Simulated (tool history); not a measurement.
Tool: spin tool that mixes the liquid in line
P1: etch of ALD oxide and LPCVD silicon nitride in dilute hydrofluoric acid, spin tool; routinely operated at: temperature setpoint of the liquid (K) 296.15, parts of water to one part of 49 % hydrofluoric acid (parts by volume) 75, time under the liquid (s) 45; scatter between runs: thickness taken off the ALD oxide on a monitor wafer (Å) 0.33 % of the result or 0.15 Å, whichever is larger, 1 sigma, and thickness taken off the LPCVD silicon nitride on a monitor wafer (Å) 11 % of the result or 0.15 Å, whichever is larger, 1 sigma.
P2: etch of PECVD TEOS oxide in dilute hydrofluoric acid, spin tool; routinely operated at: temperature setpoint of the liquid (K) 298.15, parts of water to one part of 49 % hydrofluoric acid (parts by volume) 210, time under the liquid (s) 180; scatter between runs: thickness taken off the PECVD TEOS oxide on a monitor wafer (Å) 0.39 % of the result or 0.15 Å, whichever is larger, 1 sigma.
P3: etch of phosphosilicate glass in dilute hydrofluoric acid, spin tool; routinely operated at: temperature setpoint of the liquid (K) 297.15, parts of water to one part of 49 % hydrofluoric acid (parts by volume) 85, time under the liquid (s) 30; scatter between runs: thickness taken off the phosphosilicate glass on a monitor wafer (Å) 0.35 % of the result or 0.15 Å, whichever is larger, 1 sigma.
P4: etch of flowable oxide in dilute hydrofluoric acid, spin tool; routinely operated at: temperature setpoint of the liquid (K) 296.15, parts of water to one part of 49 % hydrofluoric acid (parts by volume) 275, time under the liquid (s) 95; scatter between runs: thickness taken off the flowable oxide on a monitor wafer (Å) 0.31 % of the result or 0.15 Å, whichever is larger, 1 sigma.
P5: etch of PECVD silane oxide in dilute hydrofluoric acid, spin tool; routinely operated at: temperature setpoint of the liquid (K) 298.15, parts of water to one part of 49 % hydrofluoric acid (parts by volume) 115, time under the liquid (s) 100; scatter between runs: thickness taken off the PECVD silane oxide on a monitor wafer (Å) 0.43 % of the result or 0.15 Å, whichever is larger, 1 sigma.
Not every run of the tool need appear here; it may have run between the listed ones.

run,day,process that ran,temperature setpoint of the liquid (K),parts of water to one part of 49 % hydrofluoric acid (parts by volume),time under the liquid (s),thickness taken off the ALD oxide on a monitor wafer (Å),thickness taken off the LPCVD silicon nitride on a monitor wafer (Å),thickness taken off the PECVD TEOS oxide on a monitor wafer (Å),thickness taken off the phosphosilicate glass on a monitor wafer (Å),thickness taken off the flowable oxide on a monitor wafer (Å),thickness taken off the PECVD silane oxide on a monitor wafer (Å)
1,0.7,P1,296.15,75,45,120.86,2.6673,,,,
2,1.204,P2,298.15,210,180,,,67.172,,,
3,1.529,P1,296.15,75,15,40.195,0.75223,,,,
4,2.242,P1,296.15,75,45,119.82,2.0061,,,,
5,2.788,P3,297.15,85,30,,,,353.59,,
6,3.312,P1,296.15,20,45,485.9,7.8066,,,,
7,3.7,P4,296.15,275,95,,,,,135.9,
8,4.017,P5,298.15,115,15,,,,,,34.09
9,4.45,P5,298.15,20,100,,,,,,1487.7
10,4.788,P5,298.15,115,100,,,,,,225.26
11,5.162,P3,297.15,25,30,,,,1298,,
12,5.479,P1,296.15,120,45,71.435,1.9086,,,,
13,6.008,P2,298.15,210,180,,,67.561,,,
14,6.396,P2,298.15,45,180,,,384.54,,,
15,6.975,P3,297.15,85,15,,,,176.59,,
16,7.662,P1,291.65,75,80,177.64,2.8531,,,,
17,8.346,P3,290.65,85,30,,,,271.06,,
18,9,P5,303.65,115,100,,,,,,278.31
19,9.342,P3,297.15,85,30,,,,352.72,,
20,9.712,P1,300.15,75,45,142.16,3.0244,,,,
21,10.262,P4,296.15,495,95,,,,,62.362,
22,10.717,P1,296.15,75,45,120.41,2.6595,,,,
23,11.408,P1,296.15,125,15,22.764,0.3592,,,,
24,12.042,P1,296.15,75,45,120.44,2.5615,,,,
25,12.704,P4,300.65,275,95,,,,,159.43,
26,13.117,P1,290.15,75,45,93.458,1.6043,,,,
27,13.517,P5,298.15,115,100,,,,,,227.44
28,14.121,P2,304.15,210,180,,,83.163,,,
29,14.767,P1,296.15,75,45,120.33,2.6233,,,,
30,15.308,P4,296.15,275,30,,,,,43.518,
31,15.779,P1,296.15,75,70,186.43,4.4394,,,,
32,16.354,P2,298.15,210,350,,,131.02,,,
33,16.838,P1,296.15,75,45,119.88,2.8175,,,,
34,17.342,P1,296.15,75,45,122.88,2.6509,,,,
35,17.875,P1,296.15,75,45,123.88,2.5749,,,,
36,18.258,P1,296.15,75,45,125.81,2.1695,,,,
37,18.583,P1,296.15,75,45,126.4,2.4053,,,,
38,18.992,P1,296.15,75,45,126.88,2.7642,,,,
39,19.65,P1,296.15,75,45,126.98,2.5895,,,,
40,20.071,P1,296.15,75,45,127.96,2.4042,,,,
41,20.729,P1,296.15,75,45,127.5,2.558,,,,
42,21.329,P1,296.15,75,45,128.11,2.6229,,,,
43,21.996,P1,296.15,75,45,128.68,2.3913,,,,
44,22.333,P1,296.15,75,45,128.09,1.9836,,,,

The output of P1 has drifted from where it used to be. Each of the 2 causes below, taken at the size shown beside it, accounts for the log equally well:
A: liquid hotter than its thermometer reads (K) = 1.58
B: hydrofluoric acid flow above the setpoint (%) = 6.01
Onset of the creep was near day 16.838.

Below are 4 check runs, each averaged over 3 wafers, with their results shown as question marks. Which of them would give clearly different results depending on which cause is behind the drift?
check 1,22.671,P2,303.15,80,180,,,?,,,
check 2,22.671,P5,298.15,35,15,,,,,,?
check 3,22.671,P4,296.15,490,35,,,,,?,
check 4,22.671,P3,297.15,35,30,,,,?,,

What each check would give under each cause:
check,result,if A,if B
check 1,thickness taken off the PECVD TEOS oxide on a monitor wafer (Å),266.8,268.19
check 2,thickness taken off the PECVD silane oxide on a monitor wafer (Å),132.31,131.78
check 3,thickness taken off the flowable oxide on a monitor wafer (Å),24.486,25.274
check 4,thickness taken off the phosphosilicate glass on a monitor wafer (Å),977.99,973.56
Minimum pairwise separation of causes per check, each pair taken at its best-separating result: check 1 0.52 %; check 2 0.4 %; check 3 3.17 %; check 4 0.45 %
Check 3 tells the causes apart: in the others they would give nearly the same result.

With check 3 done, the readings were: thickness taken off the flowable oxide on a monitor wafer (Å) 25.231. Identify which of the listed causes applies.

Of the candidate causes, it is B: hydrofluoric acid flow above the setpoint (%).

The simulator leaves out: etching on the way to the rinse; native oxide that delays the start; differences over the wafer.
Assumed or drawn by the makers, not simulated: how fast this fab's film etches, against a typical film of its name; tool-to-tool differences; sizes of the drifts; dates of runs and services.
